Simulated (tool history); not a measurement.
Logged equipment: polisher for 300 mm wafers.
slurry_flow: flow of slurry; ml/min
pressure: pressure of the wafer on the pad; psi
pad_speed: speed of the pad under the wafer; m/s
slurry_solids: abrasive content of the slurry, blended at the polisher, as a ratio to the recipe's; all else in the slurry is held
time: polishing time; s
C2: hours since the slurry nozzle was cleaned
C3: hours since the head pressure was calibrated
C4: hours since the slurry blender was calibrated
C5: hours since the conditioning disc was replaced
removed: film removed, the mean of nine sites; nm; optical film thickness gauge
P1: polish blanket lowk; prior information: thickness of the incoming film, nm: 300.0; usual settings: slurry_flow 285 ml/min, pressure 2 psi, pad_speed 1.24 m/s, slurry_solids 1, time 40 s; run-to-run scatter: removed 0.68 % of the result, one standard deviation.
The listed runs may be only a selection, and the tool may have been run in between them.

Run 1, hour 13.5: slurry_flow 285 ml/min, pressure 2 psi, pad_speed 1.24 m/s, slurry_solids 1, time 40 s; wafers polished on this pad 349; C2 306.2; C3 578.7; C4 137.9; C5 113.4. Result: removed 18.417 nm.
Run 2, hour 23.8: slurry_flow 285 ml/min, pressure 2 psi, pad_speed 1.24 m/s, slurry_solids 1, time 59 s; wafers polished on this pad 443; C2 316.5; C3 589; C4 148.2; C5 123.7. Result: removed 27.041 nm.
At hour 29.3: conditioning disc replaced and pad reconditioned.
Run 3, hour 36.4: slurry_flow 285 ml/min, pressure 2 psi, pad_speed 0.6 m/s, slurry_solids 1, time 27 s; wafers polished on this pad 556; C2 329.1; C3 601.6; C4 160.8; C5 7.1. Result: removed 6.9739 nm.
Run 4, hour 49.6: slurry_flow 285 ml/min, pressure 2 psi, pad_speed 1.24 m/s, slurry_solids 1, time 40 s; wafers polished on this pad 676; C2 342.3; C3 614.8; C4 174; C5 20.3. Result: removed 18.471 nm.
Run 5, hour 59.7: slurry_flow 285 ml/min, pressure 2 psi, pad_speed 1.24 m/s, slurry_solids 1, time 40 s; wafers polished on this pad 767; C2 352.4; C3 624.9; C4 184.1; C5 30.4. Result: removed 18.416 nm.
Run 6, hour 70.8: slurry_flow 170 ml/min, pressure 2 psi, pad_speed 1.24 m/s, slurry_solids 1, time 40 s; wafers polished on this pad 867; C2 363.5; C3 636; C4 195.2; C5 41.5. Result: removed 17.323 nm.
Run 7, hour 79.5: slurry_flow 285 ml/min, pressure 2 psi, pad_speed 1.24 m/s, slurry_solids 1, time 19 s; wafers polished on this pad 946; C2 372.2; C3 644.7; C4 203.9; C5 50.2. Result: removed 8.6879 nm.
Run 8, hour 87.6: slurry_flow 285 ml/min, pressure 1.2 psi, pad_speed 1.24 m/s, slurry_solids 1, time 40 s; wafers polished on this pad 1019; C2 380.3; C3 652.8; C4 212; C5 58.3. Result: removed 11.023 nm.
Run 9, hour 97.7: slurry_flow 285 ml/min, pressure 2 psi, pad_speed 1.24 m/s, slurry_solids 0.5, time 40 s; wafers polished on this pad 1111; C2 390.4; C3 662.9; C4 222.1; C5 68.4. Result: removed 12.766 nm.
Run 10, hour 111.7: slurry_flow 450 ml/min, pressure 2 psi, pad_speed 1.24 m/s, slurry_solids 1, time 40 s; wafers polished on this pad 1237; C2 404.4; C3 676.9; C4 236.1; C5 82.4. Result: removed 18.801 nm.
Run 11, hour 124.6: slurry_flow 285 ml/min, pressure 2 psi, pad_speed 1.24 m/s, slurry_solids 1, time 40 s; wafers polished on this pad 1354; C2 417.3; C3 689.8; C4 249; C5 95.3. Result: removed 18.285 nm.
Run 12, hour 137.4: slurry_flow 285 ml/min, pressure 2 psi, pad_speed 1.24 m/s, slurry_solids 1.4, time 40 s; wafers polished on this pad 1470; C2 430.1; C3 702.6; C4 261.8; C5 108.1. Result: removed 20.93 nm.
Run 13, hour 149.7: slurry_flow 285 ml/min, pressure 2 psi, pad_speed 1.24 m/s, slurry_solids 1, time 40 s; wafers polished on this pad 1581; C2 442.4; C3 714.9; C4 274.1; C5 120.4. Result: removed 18.568 nm.
Run 14, hour 157.4: slurry_flow 285 ml/min, pressure 2.8 psi, pad_speed 1.24 m/s, slurry_solids 1, time 40 s; wafers polished on this pad 1651; C2 450.1; C3 722.6; C4 281.8; C5 128.1. Result: removed 25.885 nm.
Run 15, hour 164.5: slurry_flow 285 ml/min, pressure 2 psi, pad_speed 1.68 m/s, slurry_solids 1, time 40 s; wafers polished on this pad 1715; C2 457.2; C3 729.7; C4 288.9; C5 135.2. Result: removed 23.177 nm.
Run 16, hour 172.8: slurry_flow 285 ml/min, pressure 2 psi, pad_speed 0.66 m/s, slurry_solids 1, time 40 s; wafers polished on this pad 1790; C2 465.5; C3 738; C4 297.2; C5 143.5. Result: removed 11.181 nm.
Run 17, hour 186.4: slurry_flow 285 ml/min, pressure 2 psi, pad_speed 1.24 m/s, slurry_solids 1, time 40 s; wafers polished on this pad 1913; C2 479.1; C3 751.6; C4 310.8; C5 157.1. Result: removed 18.453 nm.
Run 18, hour 196.9: slurry_flow 285 ml/min, pressure 2 psi, pad_speed 1.24 m/s, slurry_solids 1, time 40 s; wafers polished on this pad 2008; C2 489.6; C3 762.1; C4 321.3; C5 167.6. Result: removed 17.787 nm.
Run 19, hour 209: slurry_flow 285 ml/min, pressure 2 psi, pad_speed 1.24 m/s, slurry_solids 1, time 40 s; wafers polished on this pad 2117; C2 501.7; C3 774.2; C4 333.4; C5 179.7. Result: removed 17.088 nm.
Run 20, hour 223.1: slurry_flow 285 ml/min, pressure 2 psi, pad_speed 1.24 m/s, slurry_solids 1, time 40 s; wafers polished on this pad 2245; C2 515.8; C3 788.3; C4 347.5; C5 193.8. Result: removed 16.631 nm.
At hour 226.8: head pressure recalibrated.
Run 21, hour 232.4: slurry_flow 285 ml/min, pressure 2 psi, pad_speed 1.24 m/s, slurry_solids 1, time 40 s; wafers polished on this pad 2329; C2 525.1; C3 5.6; C4 356.8; C5 203.1. Result: removed 16.366 nm.
At hour 236.6: conditioning disc replaced and pad reconditioned.
Run 22, hour 242.3: slurry_flow 285 ml/min, pressure 2 psi, pad_speed 1.24 m/s, slurry_solids 1, time 40 s; wafers polished on this pad 2418; C2 535; C3 15.5; C4 366.7; C5 5.8. Result: removed 16.133 nm.
Run 23, hour 254.9: slurry_flow 285 ml/min, pressure 2 psi, pad_speed 1.24 m/s, slurry_solids 1, time 40 s; wafers polished on this pad 2532; C2 547.6; C3 28.1; C4 379.3; C5 18.4. Result: removed 16.069 nm.
Run 24, hour 264.9: slurry_flow 285 ml/min, pressure 2 psi, pad_speed 1.24 m/s, slurry_solids 1, time 40 s; wafers polished on this pad 2623; C2 557.6; C3 38.1; C4 389.3; C5 28.4. Result: removed 16.13 nm.
Run 25, hour 271.8: slurry_flow 285 ml/min, pressure 2 psi, pad_speed 1.24 m/s, slurry_solids 1, time 40 s; wafers polished on this pad 2685; C2 564.5; C3 45; C4 396.2; C5 35.3. Result: removed 16.102 nm.

P1 no longer gives what it gave before; its output has crept away from where it was. The following 2 causes, each at its listed size, fit the log equally well:
A: removal rate lost through wear of the pad, % = 13
B: abrasive missing from the slurry, % = 24.7
Creep in the process output first set in at about hour 186.4.
The rest of the possible causes, and what rules out each one:
slurry flow missing at the pad, %: at most 40, giving a -6 % change in removed: too small, or against the direction of the creep
head's pressure below its setpoint, %: serviced after onset, at hour 226.8, with no recovery of the prior output
time polished since the conditioner stopped cutting, s: serviced after onset, at hour 236.6, with no recovery of the prior output

You are offered 4 check runs, listed below with question marks in place of their results; each one averages 5 wafers. Which run separates the listed causes by giving clearly different results for each?
Run check 1, hour 278.7: slurry_flow 285 ml/min, pressure 2 psi, pad_speed 1.24 m/s, slurry_solids 0.7, time 48 s. Result: removed ?.
Run check 2, hour 278.7: slurry_flow 285 ml/min, pressure 2.7 psi, pad_speed 1.24 m/s, slurry_solids 1, time 40 s. Result: removed ?.
Run check 3, hour 278.7: slurry_flow 380 ml/min, pressure 2 psi, pad_speed 1.24 m/s, slurry_solids 1, time 40 s. Result: removed ?.
Run check 4, hour 278.7: slurry_flow 180 ml/min, pressure 2 psi, pad_speed 1.24 m/s, slurry_solids 1, time 40 s. Result: removed ?.

Check results expected under each cause:
  check   result    if A    if B
check 1  removed  16.086  15.692
check 2  removed  21.622  21.628
check 3  removed    16.4  16.405
check 4  removed  15.169  15.174
Gap, in per cent, between the two causes that each check separates least, read from the result that separates them most: check 1 2.48 %; check 2 0.03 %; check 3 0.03 %; check 4 0.03 %
The other checks would show nearly matching results whichever cause is true, so check 1 is the only one that separates the causes.

With check 1 done, the readings were: removed 15.704 nm. Identify which of the listed causes applies.

B is the cause: abrasive missing from the slurry, %.
